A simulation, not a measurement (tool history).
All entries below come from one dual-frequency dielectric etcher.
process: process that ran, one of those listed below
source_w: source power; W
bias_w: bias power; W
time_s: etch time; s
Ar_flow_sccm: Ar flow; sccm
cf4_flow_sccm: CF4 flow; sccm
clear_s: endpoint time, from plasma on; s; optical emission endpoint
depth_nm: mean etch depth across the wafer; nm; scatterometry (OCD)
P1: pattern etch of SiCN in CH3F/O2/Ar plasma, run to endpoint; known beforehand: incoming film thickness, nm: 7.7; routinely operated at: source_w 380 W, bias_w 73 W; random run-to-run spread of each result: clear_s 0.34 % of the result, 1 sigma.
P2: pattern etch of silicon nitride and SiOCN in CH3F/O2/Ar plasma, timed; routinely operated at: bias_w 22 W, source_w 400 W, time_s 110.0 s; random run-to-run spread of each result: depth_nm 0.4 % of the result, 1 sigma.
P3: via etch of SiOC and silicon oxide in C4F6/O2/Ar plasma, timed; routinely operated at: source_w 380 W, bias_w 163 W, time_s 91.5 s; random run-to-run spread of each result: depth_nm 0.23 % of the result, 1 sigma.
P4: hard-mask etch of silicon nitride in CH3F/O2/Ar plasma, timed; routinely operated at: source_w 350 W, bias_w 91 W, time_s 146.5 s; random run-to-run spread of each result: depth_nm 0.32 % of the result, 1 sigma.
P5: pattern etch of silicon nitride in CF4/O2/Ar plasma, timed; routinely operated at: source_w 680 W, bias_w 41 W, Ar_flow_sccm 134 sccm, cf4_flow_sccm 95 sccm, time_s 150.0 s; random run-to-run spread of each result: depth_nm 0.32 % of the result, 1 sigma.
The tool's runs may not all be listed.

Run 1, hour 5.5: process P1, source_w 380 W, bias_w 73 W. Result: clear_s 20.777 s.
Run 2, hour 11.8: process P3, source_w 380 W, bias_w 203 W, time_s 91.5 s. Result: depth_nm 104.770 nm.
Run 3, hour 21.9: process P1, source_w 380 W, bias_w 56 W. Result: clear_s 22.834 s.
Run 4, hour 28.5: process P4, source_w 350 W, bias_w 91 W, time_s 80.5 s. Result: depth_nm 58.391 nm.
Run 5, hour 38.5: process P1, source_w 310 W, bias_w 101 W. Result: clear_s 19.973 s.
Run 6, hour 49.5: process P1, source_w 380 W, bias_w 73 W. Result: clear_s 20.810 s.
Run 7, hour 57.9: process P5, source_w 680 W, bias_w 41 W, time_s 97.0 s, Ar_flow_sccm 134 sccm, cf4_flow_sccm 95 sccm. Result: depth_nm 208.450 nm.
Run 8, hour 67.8: process P2, source_w 240 W, bias_w 22 W, time_s 110.0 s. Result: depth_nm 11.848 nm.
Run 9, hour 75.8: process P1, source_w 380 W, bias_w 73 W. Result: clear_s 20.807 s.
Run 10, hour 86.8: process P5, source_w 900 W, bias_w 41 W, time_s 150.0 s, Ar_flow_sccm 134 sccm, cf4_flow_sccm 95 sccm. Result: depth_nm 411.490 nm.
Run 11, hour 94.1: process P1, source_w 460 W, bias_w 73 W. Result: clear_s 19.400 s.
Run 12, hour 101.6: process P4, source_w 220 W, bias_w 91 W, time_s 146.5 s. Result: depth_nm 89.549 nm.
Run 13, hour 107.8: process P2, source_w 400 W, bias_w 14 W, time_s 110.0 s. Result: depth_nm 11.673 nm.
Run 14, hour 115.6: process P5, source_w 680 W, bias_w 41 W, time_s 150.0 s, Ar_flow_sccm 134 sccm, cf4_flow_sccm 95 sccm. Result: depth_nm 320.550 nm.
Run 15, hour 121.0: process P3, source_w 530 W, bias_w 163 W, time_s 91.5 s. Result: depth_nm 110.890 nm.
Run 16, hour 130.0: process P5, source_w 680 W, bias_w 41 W, time_s 150.0 s, Ar_flow_sccm 134 sccm, cf4_flow_sccm 95 sccm. Result: depth_nm 321.840 nm.
Run 17, hour 135.1: process P2, source_w 400 W, bias_w 22 W, time_s 110.0 s. Result: depth_nm 14.033 nm.
Run 18, hour 143.1: process P1, source_w 380 W, bias_w 88 W. Result: clear_s 19.612 s.
Run 19, hour 150.8: process P1, source_w 380 W, bias_w 73 W. Result: clear_s 20.658 s.
Run 20, hour 155.9: process P1, source_w 250 W, bias_w 73 W. Result: clear_s 24.359 s.
Run 21, hour 165.9: process P1, source_w 380 W, bias_w 73 W. Result: clear_s 20.849 s.
Run 22, hour 176.0: process P5, source_w 680 W, bias_w 29 W, time_s 150.0 s, Ar_flow_sccm 134 sccm, cf4_flow_sccm 95 sccm. Result: depth_nm 284.460 nm.

Expected results for the next run?
Run 23, hour 184.1: process P1, source_w 380 W, bias_w 73 W. Result: clear_s ?.

Run 23 measured clear_s 20.877 s.
